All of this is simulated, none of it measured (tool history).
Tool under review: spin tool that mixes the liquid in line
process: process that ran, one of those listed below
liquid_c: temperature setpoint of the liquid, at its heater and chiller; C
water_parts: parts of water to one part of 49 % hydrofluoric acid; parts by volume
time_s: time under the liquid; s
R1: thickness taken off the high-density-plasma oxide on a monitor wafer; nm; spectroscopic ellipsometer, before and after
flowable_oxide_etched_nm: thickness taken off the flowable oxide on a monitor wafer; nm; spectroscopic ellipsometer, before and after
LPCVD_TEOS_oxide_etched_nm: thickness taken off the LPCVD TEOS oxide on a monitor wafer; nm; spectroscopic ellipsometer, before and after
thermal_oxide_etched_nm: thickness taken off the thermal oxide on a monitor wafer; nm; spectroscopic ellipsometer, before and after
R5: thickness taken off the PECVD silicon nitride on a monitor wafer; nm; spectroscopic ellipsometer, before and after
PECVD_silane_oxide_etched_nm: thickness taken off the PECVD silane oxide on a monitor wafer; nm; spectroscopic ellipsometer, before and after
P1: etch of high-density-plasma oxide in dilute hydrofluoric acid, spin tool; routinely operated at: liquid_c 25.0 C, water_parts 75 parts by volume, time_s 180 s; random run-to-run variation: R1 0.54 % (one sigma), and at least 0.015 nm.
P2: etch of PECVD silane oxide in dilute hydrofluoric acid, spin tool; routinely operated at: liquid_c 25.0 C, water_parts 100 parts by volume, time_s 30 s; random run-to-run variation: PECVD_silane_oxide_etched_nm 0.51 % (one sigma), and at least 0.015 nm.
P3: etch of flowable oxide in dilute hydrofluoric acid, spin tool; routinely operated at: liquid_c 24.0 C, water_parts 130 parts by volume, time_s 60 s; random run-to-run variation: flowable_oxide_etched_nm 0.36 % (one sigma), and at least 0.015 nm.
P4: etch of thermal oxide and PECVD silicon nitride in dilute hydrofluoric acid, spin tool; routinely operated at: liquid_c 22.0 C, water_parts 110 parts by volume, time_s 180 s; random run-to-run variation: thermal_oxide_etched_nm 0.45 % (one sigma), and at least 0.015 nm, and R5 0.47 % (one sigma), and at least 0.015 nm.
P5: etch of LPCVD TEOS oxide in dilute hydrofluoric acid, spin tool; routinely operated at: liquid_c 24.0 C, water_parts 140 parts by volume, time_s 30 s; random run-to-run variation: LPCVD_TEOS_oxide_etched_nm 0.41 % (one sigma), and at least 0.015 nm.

Run 1, hour 5.8: process P1, liquid_c 25.0 C, water_parts 75 parts by volume, time_s 180 s. Result: R1 15.1180 nm.
Run 2, hour 10.3: process P3, liquid_c 24.0 C, water_parts 55 parts by volume, time_s 60 s. Result: flowable_oxide_etched_nm 79.768 nm.
Run 3, hour 17.1: process P5, liquid_c 24.0 C, water_parts 140 parts by volume, time_s 30 s. Result: LPCVD_TEOS_oxide_etched_nm 8.0337 nm.
Run 4, hour 20.4: process P4, liquid_c 17.0 C, water_parts 110 parts by volume, time_s 180 s. Result: thermal_oxide_etched_nm 5.65940 nm, R5 3.59130 nm.
Run 5, hour 24.2: process P1, liquid_c 19.5 C, water_parts 75 parts by volume, time_s 60 s. Result: R1 3.9724 nm.
Run 6, hour 28.3: process P2, liquid_c 30.0 C, water_parts 100 parts by volume, time_s 30 s. Result: PECVD_silane_oxide_etched_nm 13.889 nm.
Run 7, hour 33.9: process P5, liquid_c 24.0 C, water_parts 140 parts by volume, time_s 15 s. Result: LPCVD_TEOS_oxide_etched_nm 4.0122 nm.
Run 8, hour 39.9: process P5, liquid_c 24.0 C, water_parts 140 parts by volume, time_s 30 s. Result: LPCVD_TEOS_oxide_etched_nm 8.0400 nm.
Run 9, hour 44.7: process P2, liquid_c 25.0 C, water_parts 100 parts by volume, time_s 30 s. Result: PECVD_silane_oxide_etched_nm 11.433 nm.
Run 10, hour 50.2: process P1, liquid_c 25.0 C, water_parts 75 parts by volume, time_s 180 s. Result: R1 15.0910 nm.
Run 11, hour 53.6: process P1, liquid_c 19.0 C, water_parts 75 parts by volume, time_s 180 s. Result: R1 11.8180 nm.
Run 12, hour 56.8: process P4, liquid_c 22.0 C, water_parts 110 parts by volume, time_s 180 s. Result: thermal_oxide_etched_nm 6.85200 nm, R5 5.03460 nm.
Run 13, hour 63.3: process P1, liquid_c 33.0 C, water_parts 75 parts by volume, time_s 180 s. Result: R1 20.7830 nm.
Run 14, hour 67.0: process P3, liquid_c 24.0 C, water_parts 130 parts by volume, time_s 60 s. Result: flowable_oxide_etched_nm 30.445 nm.
Run 15, hour 70.7: process P1, liquid_c 25.0 C, water_parts 120 parts by volume, time_s 180 s. Result: R1 8.9663 nm.
Run 16, hour 76.5: process P2, liquid_c 25.0 C, water_parts 30 parts by volume, time_s 30 s. Result: PECVD_silane_oxide_etched_nm 42.011 nm.
Run 17, hour 80.7: process P3, liquid_c 24.0 C, water_parts 130 parts by volume, time_s 90 s. Result: flowable_oxide_etched_nm 45.489 nm.
Run 18, hour 85.4: process P4, liquid_c 22.0 C, water_parts 110 parts by volume, time_s 25 s. Result: thermal_oxide_etched_nm 0.95659 nm, R5 0.69901 nm.
Run 19, hour 91.7: process P5, liquid_c 24.0 C, water_parts 220 parts by volume, time_s 30 s. Result: LPCVD_TEOS_oxide_etched_nm 4.7089 nm.
Run 20, hour 94.7: process P2, liquid_c 25.0 C, water_parts 100 parts by volume, time_s 60 s. Result: PECVD_silane_oxide_etched_nm 22.736 nm.
Run 21, hour 101.3: process P4, liquid_c 22.0 C, water_parts 110 parts by volume, time_s 180 s. Result: thermal_oxide_etched_nm 6.90730 nm, R5 5.05530 nm.
Run 22, hour 106.8: process P1, liquid_c 25.0 C, water_parts 75 parts by volume, time_s 180 s. Result: R1 15.0850 nm.
Run 23, hour 111.9: process P5, liquid_c 19.0 C, water_parts 140 parts by volume, time_s 30 s. Result: LPCVD_TEOS_oxide_etched_nm 6.5993 nm.
Run 24, hour 118.8: process P3, liquid_c 29.5 C, water_parts 130 parts by volume, time_s 60 s. Result: flowable_oxide_etched_nm 37.437 nm.
Run 25, hour 125.2: process P1, liquid_c 25.0 C, water_parts 75 parts by volume, time_s 70 s. Result: R1 5.8743 nm.
Run 26, hour 128.5: process P1, liquid_c 25.0 C, water_parts 35 parts by volume, time_s 180 s. Result: R1 33.9470 nm.
Run 27, hour 134.5: process P1, liquid_c 25.0 C, water_parts 75 parts by volume, time_s 180 s. Result: R1 15.0900 nm.
Run 28, hour 138.2: process P1, liquid_c 25.0 C, water_parts 75 parts by volume, time_s 295 s. Result: R1 24.4290 nm.
Run 29, hour 143.2: process P4, liquid_c 22.0 C, water_parts 25 parts by volume, time_s 180 s. Result: thermal_oxide_etched_nm 33.49600 nm, R5 21.31900 nm.
Run 30, hour 148.4: process P2, liquid_c 25.0 C, water_parts 100 parts by volume, time_s 30 s. Result: PECVD_silane_oxide_etched_nm 11.424 nm.
Run 31, hour 151.7: process P1, liquid_c 25.0 C, water_parts 75 parts by volume, time_s 180 s. Result: R1 14.9900 nm.
Run 32, hour 158.5: process P1, liquid_c 25.0 C, water_parts 75 parts by volume, time_s 180 s. Result: R1 15.0590 nm.
Run 33, hour 163.4: process P1, liquid_c 25.0 C, water_parts 75 parts by volume, time_s 180 s. Result: R1 14.9930 nm.
Run 34, hour 169.0: process P1, liquid_c 25.0 C, water_parts 75 parts by volume, time_s 180 s. Result: R1 15.6930 nm.
Run 35, hour 175.2: process P1, liquid_c 25.0 C, water_parts 75 parts by volume, time_s 180 s. Result: R1 16.1500 nm.
Run 36, hour 181.6: process P1, liquid_c 25.0 C, water_parts 75 parts by volume, time_s 180 s. Result: R1 16.3350 nm.
Run 37, hour 187.2: process P1, liquid_c 25.0 C, water_parts 75 parts by volume, time_s 180 s. Result: R1 16.5210 nm.
Run 38, hour 191.2: process P1, liquid_c 25.0 C, water_parts 75 parts by volume, time_s 180 s. Result: R1 16.5010 nm.
Run 39, hour 194.7: process P1, liquid_c 25.0 C, water_parts 75 parts by volume, time_s 180 s. Result: R1 16.3690 nm.
Run 40, hour 200.8: process P1, liquid_c 25.0 C, water_parts 75 parts by volume, time_s 180 s. Result: R1 16.6410 nm.
Run 41, hour 205.1: process P1, liquid_c 25.0 C, water_parts 75 parts by volume, time_s 180 s. Result: R1 16.4260 nm.

P1 has crept away from where it was. The log is fitted equally well by each of these 2 causes, at the sizes shown:
A: liquid hotter than its thermometer reads (K) = 2.37
B: hydrofluoric acid flow above the setpoint (%) = 8.94
At approximately hour 163.4, the process output began to creep.

The check runs listed below each take one wafer, and their results are still question marks. Under which run would the listed causes lead to clearly different results?
Run check 1, hour 209.4: process P5, liquid_c 24.0 C, water_parts 140 parts by volume, time_s 30 s. Result: LPCVD_TEOS_oxide_etched_nm ?.
Run check 2, hour 209.4: process P4, liquid_c 22.0 C, water_parts 110 parts by volume, time_s 180 s. Result: thermal_oxide_etched_nm ?, R5 ?.
Run check 3, hour 209.4: process P2, liquid_c 25.0 C, water_parts 100 parts by volume, time_s 30 s. Result: PECVD_silane_oxide_etched_nm ?.
Run check 4, hour 209.4: process P3, liquid_c 24.0 C, water_parts 130 parts by volume, time_s 60 s. Result: flowable_oxide_etched_nm ?.

What each check would give under each cause:
  check                        result     if A     if B
check 1    LPCVD_TEOS_oxide_etched_nm   8.8282   8.9070
check 2       thermal_oxide_etched_nm  7.56910  7.58600
check 2                            R5  5.91820  5.50440
check 3  PECVD_silane_oxide_etched_nm   12.586   12.637
check 4      flowable_oxide_etched_nm   33.381   33.631
Per-check spread between the two closest causes, in the result where they differ most: check 1 0.89 %; check 2 7.25 %; check 3 0.4 %; check 4 0.74 %
Check 2 tells the causes apart: in the others they would give nearly the same result.

After running check 2, the following was obtained: thermal_oxide_etched_nm 7.54990 nm; R5 5.94700 nm. Which cause does this point to?

The correct cause is A, namely: liquid hotter than its thermometer reads (K).

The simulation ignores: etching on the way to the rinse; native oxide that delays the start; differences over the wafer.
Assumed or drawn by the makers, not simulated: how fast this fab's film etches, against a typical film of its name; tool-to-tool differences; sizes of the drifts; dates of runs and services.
